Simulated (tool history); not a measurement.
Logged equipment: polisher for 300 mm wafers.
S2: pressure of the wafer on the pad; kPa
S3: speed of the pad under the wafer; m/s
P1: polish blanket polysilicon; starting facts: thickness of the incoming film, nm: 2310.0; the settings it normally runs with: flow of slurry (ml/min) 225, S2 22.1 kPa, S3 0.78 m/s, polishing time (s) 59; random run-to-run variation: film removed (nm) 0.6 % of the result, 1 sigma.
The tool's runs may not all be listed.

{"run": 1, "hour": 5.1, "flow of slurry (ml/min)": 225, "S2": 22.1, "S3": 0.78, "polishing time (s)": 59, "film removed (nm)": 392.03}
{"run": 2, "hour": 11.3, "flow of slurry (ml/min)": 225, "S2": 22.1, "S3": 0.42, "polishing time (s)": 59, "film removed (nm)": 210.26}
{"run": 3, "hour": 21.0, "flow of slurry (ml/min)": 225, "S2": 22.1, "S3": 0.78, "polishing time (s)": 59, "film removed (nm)": 391.65}
{"hour": 25.7, "done": "slurry nozzle cleaned"}
{"run": 4, "hour": 28.6, "flow of slurry (ml/min)": 135, "S2": 22.1, "S3": 0.78, "polishing time (s)": 59, "film removed (nm)": 359.64}
{"run": 5, "hour": 34.7, "flow of slurry (ml/min)": 355, "S2": 22.1, "S3": 0.78, "polishing time (s)": 59, "film removed (nm)": 407.56}
{"run": 6, "hour": 43.9, "flow of slurry (ml/min)": 225, "S2": 22.1, "S3": 1.2, "polishing time (s)": 59, "film removed (nm)": 597.51}
{"run": 7, "hour": 52.4, "flow of slurry (ml/min)": 225, "S2": 16.5, "S3": 0.98, "polishing time (s)": 59, "film removed (nm)": 366.74}
{"run": 8, "hour": 58.3, "flow of slurry (ml/min)": 225, "S2": 22.1, "S3": 0.78, "polishing time (s)": 59, "film removed (nm)": 387.35}
{"run": 9, "hour": 64.8, "flow of slurry (ml/min)": 225, "S2": 10.3, "S3": 0.78, "polishing time (s)": 59, "film removed (nm)": 185.62}
{"run": 10, "hour": 70.8, "flow of slurry (ml/min)": 225, "S2": 13.8, "S3": 0.58, "polishing time (s)": 59, "film removed (nm)": 182.33}
{"run": 11, "hour": 78.3, "flow of slurry (ml/min)": 225, "S2": 22.1, "S3": 0.78, "polishing time (s)": 59, "film removed (nm)": 388.77}
{"run": 12, "hour": 82.7, "flow of slurry (ml/min)": 225, "S2": 22.1, "S3": 0.78, "polishing time (s)": 59, "film removed (nm)": 387.87}
{"run": 13, "hour": 90.5, "flow of slurry (ml/min)": 225, "S2": 22.1, "S3": 0.78, "polishing time (s)": 86, "film removed (nm)": 570.65}
{"run": 14, "hour": 96.3, "flow of slurry (ml/min)": 290, "S2": 30.3, "S3": 0.78, "polishing time (s)": 59, "film removed (nm)": 552.01}
{"run": 15, "hour": 105.7, "flow of slurry (ml/min)": 225, "S2": 33.8, "S3": 0.78, "polishing time (s)": 59, "film removed (nm)": 600.73}
{"run": 16, "hour": 110.7, "flow of slurry (ml/min)": 225, "S2": 22.1, "S3": 0.78, "polishing time (s)": 27, "film removed (nm)": 175.69}
{"run": 17, "hour": 120.0, "flow of slurry (ml/min)": 225, "S2": 22.1, "S3": 0.78, "polishing time (s)": 59, "film removed (nm)": 392.63}
{"run": 18, "hour": 127.6, "flow of slurry (ml/min)": 225, "S2": 22.1, "S3": 0.78, "polishing time (s)": 59, "film removed (nm)": 383.35}

Run 19 has not been measured yet. What should we expect?
{"run": 19, "hour": 137.0, "flow of slurry (ml/min)": 225, "S2": 22.1, "S3": 0.78, "polishing time (s)": 59, "film removed (nm)": "?"}

film removed (nm): 365.91

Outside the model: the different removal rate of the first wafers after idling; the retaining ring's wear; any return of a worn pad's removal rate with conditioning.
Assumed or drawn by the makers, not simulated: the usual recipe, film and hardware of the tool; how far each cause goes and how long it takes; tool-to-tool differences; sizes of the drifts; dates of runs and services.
